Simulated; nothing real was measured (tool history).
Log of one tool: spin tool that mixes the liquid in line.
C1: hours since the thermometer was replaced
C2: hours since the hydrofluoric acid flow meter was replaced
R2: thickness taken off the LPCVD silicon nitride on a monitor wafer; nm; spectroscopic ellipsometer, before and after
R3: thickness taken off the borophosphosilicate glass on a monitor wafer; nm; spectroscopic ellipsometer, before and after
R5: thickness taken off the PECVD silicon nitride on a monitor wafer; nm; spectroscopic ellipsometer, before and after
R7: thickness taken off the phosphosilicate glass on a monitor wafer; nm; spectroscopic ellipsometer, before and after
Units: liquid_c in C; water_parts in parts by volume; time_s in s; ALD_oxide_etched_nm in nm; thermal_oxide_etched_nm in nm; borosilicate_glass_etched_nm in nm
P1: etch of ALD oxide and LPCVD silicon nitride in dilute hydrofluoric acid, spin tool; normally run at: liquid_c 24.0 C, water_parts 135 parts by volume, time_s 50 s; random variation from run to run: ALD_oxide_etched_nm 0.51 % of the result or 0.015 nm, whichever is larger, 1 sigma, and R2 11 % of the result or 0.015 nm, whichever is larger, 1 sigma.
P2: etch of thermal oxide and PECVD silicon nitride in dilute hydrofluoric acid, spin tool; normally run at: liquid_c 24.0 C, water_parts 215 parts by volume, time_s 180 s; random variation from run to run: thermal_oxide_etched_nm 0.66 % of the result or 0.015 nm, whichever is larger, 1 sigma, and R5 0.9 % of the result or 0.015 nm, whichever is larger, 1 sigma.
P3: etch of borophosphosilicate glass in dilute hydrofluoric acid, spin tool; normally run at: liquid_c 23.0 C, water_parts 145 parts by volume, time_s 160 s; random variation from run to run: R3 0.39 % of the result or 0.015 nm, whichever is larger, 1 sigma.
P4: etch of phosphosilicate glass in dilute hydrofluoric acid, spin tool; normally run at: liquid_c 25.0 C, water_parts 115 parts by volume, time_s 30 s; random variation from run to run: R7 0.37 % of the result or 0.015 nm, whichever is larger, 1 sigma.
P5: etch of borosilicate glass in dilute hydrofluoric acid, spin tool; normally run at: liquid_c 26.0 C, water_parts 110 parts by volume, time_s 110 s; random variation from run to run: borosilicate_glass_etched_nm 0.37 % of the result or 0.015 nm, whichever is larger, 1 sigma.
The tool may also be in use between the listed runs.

Run 1, hour 5.2: process P1, liquid_c 24.0 C, water_parts 135 parts by volume, time_s 50 s; C1 420.5; C2 266.5. Result: ALD_oxide_etched_nm 10.6510 nm, R2 0.215190 nm.
Run 2, hour 11.0: process P1, liquid_c 24.0 C, water_parts 135 parts by volume, time_s 15 s; C1 426.3; C2 272.3. Result: ALD_oxide_etched_nm 3.1927 nm, R2 0.086012 nm.
Run 3, hour 19.3: process P1, liquid_c 24.0 C, water_parts 135 parts by volume, time_s 50 s; C1 434.6; C2 280.6. Result: ALD_oxide_etched_nm 10.6380 nm, R2 0.190790 nm.
Run 4, hour 24.3: process P3, liquid_c 23.0 C, water_parts 145 parts by volume, time_s 160 s; C1 439.6; C2 285.6. Result: R3 31.2560 nm.
Run 5, hour 30.5: process P2, liquid_c 24.0 C, water_parts 215 parts by volume, time_s 310 s; C1 445.8; C2 291.8. Result: thermal_oxide_etched_nm 5.7873 nm, R5 4.6879 nm.
Run 6, hour 37.2: process P2, liquid_c 24.0 C, water_parts 380 parts by volume, time_s 180 s; C1 452.5; C2 298.5. Result: thermal_oxide_etched_nm 1.6047 nm, R5 1.5261 nm.
Run 7, hour 46.3: process P5, liquid_c 26.0 C, water_parts 110 parts by volume, time_s 110 s; C1 461.6; C2 307.6. Result: borosilicate_glass_etched_nm 37.777 nm.
Run 8, hour 53.3: process P1, liquid_c 24.0 C, water_parts 235 parts by volume, time_s 50 s; C1 468.6; C2 314.6. Result: ALD_oxide_etched_nm 5.4776 nm, R2 0.145540 nm.
Run 9, hour 59.7: process P1, liquid_c 32.5 C, water_parts 135 parts by volume, time_s 50 s; C1 475.0; C2 321.0. Result: ALD_oxide_etched_nm 14.6160 nm, R2 0.279090 nm.
Run 10, hour 69.8: process P3, liquid_c 23.0 C, water_parts 240 parts by volume, time_s 160 s; C1 485.1; C2 331.1. Result: R3 16.9620 nm.
Run 11, hour 78.7: process P3, liquid_c 23.0 C, water_parts 145 parts by volume, time_s 160 s; C1 494.0; C2 340.0. Result: R3 31.1340 nm.
Run 12, hour 88.4: process P1, liquid_c 24.0 C, water_parts 55 parts by volume, time_s 50 s; C1 503.7; C2 349.7. Result: ALD_oxide_etched_nm 28.8370 nm, R2 0.455360 nm.
Run 13, hour 94.8: process P3, liquid_c 23.0 C, water_parts 145 parts by volume, time_s 35 s; C1 510.1; C2 356.1. Result: R3 6.8212 nm.
Run 14, hour 103.8: process P2, liquid_c 31.0 C, water_parts 215 parts by volume, time_s 180 s; C1 519.1; C2 365.1. Result: thermal_oxide_etched_nm 4.3281 nm, R5 4.1852 nm.
Run 15, hour 112.6: process P1, liquid_c 18.0 C, water_parts 135 parts by volume, time_s 50 s; C1 527.9; C2 373.9. Result: ALD_oxide_etched_nm 8.3751 nm, R2 0.113260 nm.
Run 16, hour 121.4: process P1, liquid_c 24.0 C, water_parts 80 parts by volume, time_s 85 s; C1 536.7; C2 382.7. Result: ALD_oxide_etched_nm 32.5820 nm, R2 0.568890 nm.
Run 17, hour 129.1: process P4, liquid_c 18.0 C, water_parts 115 parts by volume, time_s 30 s; C1 544.4; C2 390.4. Result: R7 41.116 nm.
Run 18, hour 138.8: process P1, liquid_c 24.0 C, water_parts 135 parts by volume, time_s 50 s; C1 554.1; C2 400.1. Result: ALD_oxide_etched_nm 10.6630 nm, R2 0.141570 nm.
Run 19, hour 148.1: process P1, liquid_c 24.0 C, water_parts 135 parts by volume, time_s 80 s; C1 563.4; C2 409.4. Result: ALD_oxide_etched_nm 17.2370 nm, R2 0.309450 nm.
Run 20, hour 156.7: process P2, liquid_c 24.0 C, water_parts 215 parts by volume, time_s 180 s; C1 572.0; C2 418.0. Result: thermal_oxide_etched_nm 3.4215 nm, R5 2.7518 nm.
Run 21, hour 166.9: process P5, liquid_c 21.0 C, water_parts 110 parts by volume, time_s 110 s; C1 582.2; C2 428.2. Result: borosilicate_glass_etched_nm 30.969 nm.
Run 22, hour 176.3: process P4, liquid_c 25.0 C, water_parts 115 parts by volume, time_s 30 s; C1 591.6; C2 437.6. Result: R7 54.879 nm.
Run 23, hour 184.6: process P4, liquid_c 25.0 C, water_parts 165 parts by volume, time_s 30 s; C1 599.9; C2 445.9. Result: R7 35.765 nm.
Run 24, hour 190.3: process P4, liquid_c 25.0 C, water_parts 115 parts by volume, time_s 15 s; C1 605.6; C2 451.6. Result: R7 27.337 nm.
Run 25, hour 200.6: process P5, liquid_c 26.0 C, water_parts 45 parts by volume, time_s 110 s; C1 615.9; C2 461.9. Result: borosilicate_glass_etched_nm 100.250 nm.
Run 26, hour 209.0: process P3, liquid_c 30.5 C, water_parts 145 parts by volume, time_s 160 s; C1 624.3; C2 470.3. Result: R3 41.2700 nm.
Run 27, hour 215.3: process P5, liquid_c 26.0 C, water_parts 110 parts by volume, time_s 160 s; C1 630.6; C2 476.6. Result: borosilicate_glass_etched_nm 54.785 nm.
Run 28, hour 221.8: process P4, liquid_c 25.0 C, water_parts 115 parts by volume, time_s 30 s; C1 637.1; C2 483.1. Result: R7 54.761 nm.
Run 29, hour 231.6: process P1, liquid_c 27.5 C, water_parts 135 parts by volume, time_s 15 s; C1 646.9; C2 492.9. Result: ALD_oxide_etched_nm 3.6656 nm, R2 0.058871 nm.
Run 30, hour 239.4: process P2, liquid_c 24.0 C, water_parts 215 parts by volume, time_s 180 s; C1 654.7; C2 500.7. Result: thermal_oxide_etched_nm 3.4380 nm, R5 2.7386 nm.
Run 31, hour 245.1: process P1, liquid_c 24.0 C, water_parts 135 parts by volume, time_s 50 s; C1 660.4; C2 506.4. Result: ALD_oxide_etched_nm 10.6680 nm, R2 0.190510 nm.
Run 32, hour 255.1: process P5, liquid_c 26.0 C, water_parts 110 parts by volume, time_s 110 s; C1 670.4; C2 516.4. Result: borosilicate_glass_etched_nm 37.811 nm.

Run 33 comes next. What will it give?
Run 33, hour 262.0: process P1, liquid_c 31.5 C, water_parts 65 parts by volume, time_s 50 s; C1 677.3; C2 523.3. Result: ALD_oxide_etched_nm ?, R2 ?.

Run 33 gave ALD_oxide_etched_nm 32.6330 nm, R2 0.670950 nm.

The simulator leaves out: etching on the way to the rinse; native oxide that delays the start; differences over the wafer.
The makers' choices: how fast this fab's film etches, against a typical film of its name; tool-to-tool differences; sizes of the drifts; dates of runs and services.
